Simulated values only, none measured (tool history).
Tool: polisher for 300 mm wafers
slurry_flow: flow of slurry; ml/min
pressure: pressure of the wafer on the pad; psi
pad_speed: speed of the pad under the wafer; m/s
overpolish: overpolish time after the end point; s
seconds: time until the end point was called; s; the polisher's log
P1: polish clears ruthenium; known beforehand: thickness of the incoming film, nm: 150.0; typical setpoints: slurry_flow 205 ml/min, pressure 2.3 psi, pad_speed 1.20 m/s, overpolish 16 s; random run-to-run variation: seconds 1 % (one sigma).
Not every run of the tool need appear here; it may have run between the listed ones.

run	hour	slurry_flow	pressure	pad_speed	overpolish	wafers polished on this pad	hours since the slurry nozzle was cleaned	hours since the head pressure was calibrated	seconds
1	7.5	205	2.3	1.20	16	912	294.9	292.1	79.662
2	12.5	205	2.3	1.20	16	950	299.9	297.1	81.866
3	17.3	205	2.3	1.20	16	986	304.7	301.9	80.840
4	22.1	205	2.3	1.20	6	1023	309.5	306.7	79.322
5	29.4	205	2.3	0.90	29	1079	316.8	314.0	107.610
6	34.8	205	2.3	1.52	16	1120	322.2	319.4	64.750
7	38.6	205	2.3	1.20	16	1149	326.0	323.2	80.213
8	46.1	205	2.3	1.20	26	1206	333.5	330.7	81.309
9	51.4	205	1.0	1.20	16	1246	338.8	336.0	181.320
10	59.0	205	1.7	1.20	31	1304	346.4	343.6	107.930
11	65.7	205	2.3	1.20	16	1355	353.1	350.3	80.519
12	69.3	295	2.3	1.20	16	1383	356.7	353.9	77.258
13	74.7	205	3.6	1.20	16	1424	362.1	359.3	51.715
14	82.5	205	2.3	0.58	16	1484	369.9	367.1	167.340
15	88.4	205	2.3	1.20	16	1529	375.8	373.0	80.943
16	96.3	125	2.3	1.20	16	1589	383.7	380.9	89.405
17	100.7	205	1.0	0.58	16	1622	388.1	385.3	382.350
18	107.1	205	2.3	1.20	16	1671	394.5	391.7	80.703
19	111.2	205	2.3	1.20	16	1703	398.6	395.8	82.023
20	115.6	205	2.3	1.20	16	1736	403.0	400.2	82.791

The next listed run, before its measurement:
21	120.6	205	2.3	1.20	16	1774	408.0	405.2	?

{"run 21": {"seconds": 85.367}}
